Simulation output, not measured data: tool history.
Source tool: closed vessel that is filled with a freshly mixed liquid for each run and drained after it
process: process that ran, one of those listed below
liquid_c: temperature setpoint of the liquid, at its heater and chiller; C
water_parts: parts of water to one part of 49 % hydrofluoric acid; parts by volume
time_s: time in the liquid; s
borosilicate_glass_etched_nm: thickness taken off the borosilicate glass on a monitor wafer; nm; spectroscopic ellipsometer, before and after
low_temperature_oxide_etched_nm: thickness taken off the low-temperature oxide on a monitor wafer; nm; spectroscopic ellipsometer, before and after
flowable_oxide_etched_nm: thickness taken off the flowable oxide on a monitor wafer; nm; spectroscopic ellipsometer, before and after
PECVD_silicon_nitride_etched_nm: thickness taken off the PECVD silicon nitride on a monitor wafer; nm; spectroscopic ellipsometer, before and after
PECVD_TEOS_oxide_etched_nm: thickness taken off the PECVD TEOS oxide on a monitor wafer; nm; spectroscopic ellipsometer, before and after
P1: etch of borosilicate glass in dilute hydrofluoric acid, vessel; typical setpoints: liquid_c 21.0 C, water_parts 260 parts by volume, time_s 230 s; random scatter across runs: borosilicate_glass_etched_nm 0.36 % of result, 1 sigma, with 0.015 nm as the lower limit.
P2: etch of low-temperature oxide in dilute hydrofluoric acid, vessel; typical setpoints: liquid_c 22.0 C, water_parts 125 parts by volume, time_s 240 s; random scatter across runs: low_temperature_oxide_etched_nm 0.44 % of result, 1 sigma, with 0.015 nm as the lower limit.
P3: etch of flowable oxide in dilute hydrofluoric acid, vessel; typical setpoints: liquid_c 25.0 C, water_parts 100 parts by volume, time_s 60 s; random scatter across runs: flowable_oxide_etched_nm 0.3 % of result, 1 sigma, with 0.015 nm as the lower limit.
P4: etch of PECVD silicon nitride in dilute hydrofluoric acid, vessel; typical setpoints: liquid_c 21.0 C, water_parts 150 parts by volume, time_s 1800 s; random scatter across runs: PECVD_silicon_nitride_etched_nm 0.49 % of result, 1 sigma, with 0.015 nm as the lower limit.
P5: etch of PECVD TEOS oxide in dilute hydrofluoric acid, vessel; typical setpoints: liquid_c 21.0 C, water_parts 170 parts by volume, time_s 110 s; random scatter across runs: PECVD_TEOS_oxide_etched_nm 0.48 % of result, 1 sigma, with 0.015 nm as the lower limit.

run   hour  process  liquid_c  water_parts  time_s  borosilicate_glass_etched_nm  low_temperature_oxide_etched_nm  flowable_oxide_etched_nm  PECVD_silicon_nitride_etched_nm  PECVD_TEOS_oxide_etched_nm
  1    7.6       P1      21.0          260     230                       18.7510
  2   15.0       P1      21.0          260     230                       18.8800
  3   21.7       P2      22.0          125     380                                                        28.2880
  4   35.4       P3      25.0          175      60                                                                                   20.196
  5   46.3       P2      22.0          125     240                                                        17.7810
  6   59.8       P1      21.0           75     230                       78.6720
  7   69.0       P1      17.0          260     230                       16.1840
  8   82.1       P4      21.0          150     950                                                                                                                    23.037
  9   96.3       P5      21.0          235     110                                                                                                                                               10.1910
 10  102.7       P1      17.0          405     230                        9.1901
 11  113.5       P1      21.0          260     340                       27.7410
 12  123.9       P1      21.0          260     230                       18.7900
 13  134.7       P4      17.0          150    1800                                                                                                                    33.192
 14  145.6       P3      31.5          100      60                                                                                   49.849
 15  154.3       P1      21.0          260      30                        2.4375
 16  166.5       P2      30.0          125     240                                                        24.1040
 17  179.7       P4      21.0           25    1800                                                                                                                   249.530
 18  188.3       P1      21.0          425     230                        9.9304
 19  194.8       P1      17.5          260      35                        2.5388
 20  205.1       P3      25.0          100      60                                                                                   38.806
 21  213.1       P3      25.0          100     105                                                                                   67.927
 22  225.0       P1      21.0          260     230                       18.8880
 23  238.6       P1      28.5          260     230                       24.5530
 24  245.2       P2      22.0          225     240                                                         8.9695
 25  258.7       P5      29.5          170     110                                                                                                                                               20.5170
 26  271.7       P1      17.0          260     450                       31.6410
 27  282.1       P1      21.0          260     230                       18.7540
 28  293.2       P2      22.0          125     240                                                        17.8810
 29  300.8       P5      21.0          170     110                                                                                                                                               15.0080
 30  314.4       P5      21.0          170      60                                                                                                                                                8.2377
 31  322.3       P4      21.0          150    1800                                                                                                                    43.460
 32  334.8       P3      25.0          100      60                                                                                   38.800
 33  341.2       P1      21.0          260     230                       18.8120
 34  353.3       P1      21.0          260     230                       18.0240
 35  362.7       P1      21.0          260     230                       17.7430
 36  373.3       P1      21.0          260     230                       17.5830
 37  382.2       P1      21.0          260     230                       17.4750
 38  389.9       P1      21.0          260     230                       17.3990
 39  404.2       P1      21.0          260     230                       17.2490
 40  413.4       P1      21.0          260     230                       17.2690

What P1 gives has crept off from where it sat before. The 2 causes that follow fit the log equally well, each at the size noted:
A: hydrofluoric acid flow below the setpoint (%) = 6.34
B: liquid colder than its thermometer reads (K) = 2.2
At approximately hour 341.2, the process output began to creep.

Each of the 4 check runs below uses one wafer; its results are left as question marks. Which run tells the causes apart?
check 1  422.6       P2      25.5          125     240                                                              ?
check 2  422.6       P3      25.0          165      60                                                                                        ?
check 3  422.6       P5      24.5          225     110                                                                                                                                                     ?
check 4  422.6       P4      17.0           55    1800                                                                                                                         ?

If the cause were each of the candidates in turn, the checks would give the following:
  check                           result     if A     if B
check 1  low_temperature_oxide_etched_nm  18.9660  18.7870
check 2         flowable_oxide_etched_nm   20.130   20.027
check 3       PECVD_TEOS_oxide_etched_nm  11.2380  11.2490
check 4  PECVD_silicon_nitride_etched_nm   82.430   75.042
Gap, in per cent, between the two causes that each check separates least, read from the result that separates them most: check 1 0.95 %; check 2 0.51 %; check 3 0.09 %; check 4 9.39 %
Check 4 distinguishes between the causes, while the remaining checks would return nearly the same result for all of them.

Check 4 has now been run. It gave: PECVD_silicon_nitride_etched_nm 74.783 nm. Which of the candidate causes is it?

It is B: liquid colder than its thermometer reads (K).

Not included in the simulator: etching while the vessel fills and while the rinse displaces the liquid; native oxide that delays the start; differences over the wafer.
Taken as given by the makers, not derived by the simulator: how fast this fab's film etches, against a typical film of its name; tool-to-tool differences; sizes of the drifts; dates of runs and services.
